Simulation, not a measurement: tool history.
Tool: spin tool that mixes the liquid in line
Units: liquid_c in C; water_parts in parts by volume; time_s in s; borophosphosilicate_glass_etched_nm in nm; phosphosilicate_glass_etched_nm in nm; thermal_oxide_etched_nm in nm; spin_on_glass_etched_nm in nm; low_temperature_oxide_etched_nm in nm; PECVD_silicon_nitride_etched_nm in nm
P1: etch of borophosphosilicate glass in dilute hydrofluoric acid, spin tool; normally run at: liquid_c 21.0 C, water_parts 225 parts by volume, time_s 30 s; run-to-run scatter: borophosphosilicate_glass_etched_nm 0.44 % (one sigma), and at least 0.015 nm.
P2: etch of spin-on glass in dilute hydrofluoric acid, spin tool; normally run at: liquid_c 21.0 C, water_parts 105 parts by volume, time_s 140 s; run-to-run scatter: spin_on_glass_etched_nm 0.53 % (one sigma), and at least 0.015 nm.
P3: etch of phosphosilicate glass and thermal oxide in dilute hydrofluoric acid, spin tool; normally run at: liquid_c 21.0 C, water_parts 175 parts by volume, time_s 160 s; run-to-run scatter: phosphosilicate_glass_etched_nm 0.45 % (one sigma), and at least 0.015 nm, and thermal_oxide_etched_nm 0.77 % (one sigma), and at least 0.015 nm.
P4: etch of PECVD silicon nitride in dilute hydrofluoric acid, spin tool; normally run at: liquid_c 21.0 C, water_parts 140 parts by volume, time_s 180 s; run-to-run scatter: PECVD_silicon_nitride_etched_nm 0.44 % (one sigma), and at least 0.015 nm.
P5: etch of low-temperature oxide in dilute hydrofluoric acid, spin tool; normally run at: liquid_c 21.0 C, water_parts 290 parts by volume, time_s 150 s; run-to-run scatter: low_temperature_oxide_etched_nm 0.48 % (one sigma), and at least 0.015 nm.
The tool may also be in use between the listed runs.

run,day,process,liquid_c,water_parts,time_s,hours since the thermometer was replaced,hours since the hydrofluoric acid flow meter was replaced,borophosphosilicate_glass_etched_nm,phosphosilicate_glass_etched_nm,thermal_oxide_etched_nm,spin_on_glass_etched_nm,low_temperature_oxide_etched_nm,PECVD_silicon_nitride_etched_nm
1,0.379,P1,21.0,225,30,1000.9,709.3,8.3546,,,,,
2,0.967,P1,21.0,225,30,1015.0,723.4,8.4438,,,,,
3,1.467,P1,28.0,225,30,1027.0,735.4,10.8570,,,,,
4,1.912,P3,17.0,175,160,1037.7,746.1,,48.791,2.9731,,,
5,2.225,P1,21.0,225,45,1045.2,753.6,12.6350,,,,,
6,2.808,P2,21.0,105,30,1059.2,767.6,,,,5.7323,,
7,3.121,P1,21.0,115,30,1066.7,775.1,18.4760,,,,,
8,3.712,P1,21.0,225,15,1080.9,789.3,4.1754,,,,,
9,4.225,P5,21.0,290,230,1093.2,801.6,,,,,20.566,
10,4.662,P5,21.0,80,150,1103.7,812.1,,,,,60.507,
11,5.183,P2,21.0,180,140,1116.2,824.6,,,,14.5460,,
# day 5.250: hydrofluoric acid flow meter replaced
12,5.812,P1,21.0,225,30,1131.3,13.5,8.3504,,,,,
13,6.158,P1,21.0,225,30,1139.6,21.8,8.3240,,,,,
14,6.817,P1,21.0,225,30,1155.4,37.6,8.3795,,,,,
15,7.267,P5,17.0,290,150,1166.2,48.4,,,,,11.603,
16,7.617,P2,28.5,105,140,1174.6,56.8,,,,35.8080,,
17,8.271,P1,21.0,225,30,1190.3,72.5,8.3940,,,,,
18,8.917,P3,21.0,175,275,1205.8,88.0,,97.142,6.0176,,,
19,9.429,P1,17.0,225,30,1218.1,100.3,7.1792,,,,,
20,9.725,P4,21.0,140,360,1225.2,107.4,,,,,,12.4810
21,10.100,P3,21.0,175,160,1234.2,116.4,,56.669,3.5299,,,
22,10.467,P1,17.0,145,30,1243.0,125.2,12.0020,,,,,
23,11.025,P4,21.0,140,180,1256.4,138.6,,,,,,6.2482
24,11.592,P3,21.0,175,160,1270.0,152.2,,57.166,3.5055,,,
25,11.983,P3,21.0,320,160,1279.4,161.6,,27.256,1.6881,,,
26,12.596,P5,21.0,290,150,1294.1,176.3,,,,,13.412,
27,13.104,P2,21.0,105,140,1306.3,188.5,,,,26.7420,,
28,13.429,P5,21.0,290,150,1314.1,196.3,,,,,13.370,
29,14.017,P1,21.0,225,30,1328.2,210.4,8.3592,,,,,
30,14.496,P1,21.0,310,30,1339.7,221.9,5.5935,,,,,
31,15.067,P4,21.0,30,180,1353.4,235.6,,,,,,27.9110
32,15.492,P4,29.0,140,180,1363.6,245.8,,,,,,10.3640
33,15.967,P1,21.0,225,30,1375.0,257.2,8.3830,,,,,
34,16.433,P1,21.0,225,30,1386.2,268.4,8.1935,,,,,
35,16.950,P1,21.0,225,30,1398.6,280.8,8.0874,,,,,
36,17.533,P1,21.0,225,30,1412.6,294.8,7.9982,,,,,
37,18.050,P1,21.0,225,30,1425.0,307.2,7.9811,,,,,
38,18.467,P1,21.0,225,30,1435.0,317.2,7.9222,,,,,
39,18.833,P1,21.0,225,30,1443.8,326.0,7.8928,,,,,
40,19.117,P1,21.0,225,30,1450.6,332.8,7.8942,,,,,
41,19.433,P1,21.0,225,30,1458.2,340.4,7.8602,,,,,
42,19.775,P1,21.0,225,30,1466.4,348.6,7.8006,,,,,
43,20.375,P1,21.0,225,30,1480.8,363.0,7.8747,,,,,

What P1 gives has crept away from where it was. These 2 causes fit the log equally well, each at the size given:
A: liquid colder than its thermometer reads (K) = 1.72
B: hydrofluoric acid flow below the setpoint (%) = 5.19
The creep began at about day 15.967.

4 check runs are offered, one wafer each, their results left as question marks. Which one tells the causes apart?
check 1,20.975,P5,21.0,120,210,,,,,,,?,
check 2,20.975,P2,25.0,105,65,,,,,,?,,
check 3,20.975,P3,21.0,315,160,,,,?,?,,,
check 4,20.975,P4,28.5,70,180,,,,,,,,?

What each check would give under each cause:
check,result,if A,if B
check 1,low_temperature_oxide_etched_nm,50.227,50.686
check 2,spin_on_glass_etched_nm,13.7120,13.8130
check 3,phosphosilicate_glass_etched_nm,26.015,25.846
check 3,thermal_oxide_etched_nm,1.5982,1.5878
check 4,PECVD_silicon_nitride_etched_nm,18.0710,19.1640
How far apart the two closest causes lie, in the result that separates them most: check 1 0.91 %; check 2 0.73 %; check 3 0.65 %; check 4 5.87 %
Check 4 tells the causes apart: in the others they would give nearly the same result.

Check 4 was then run and gave: PECVD_silicon_nitride_etched_nm 17.9760 nm. Which cause is it?

It is A: liquid colder than its thermometer reads (K).
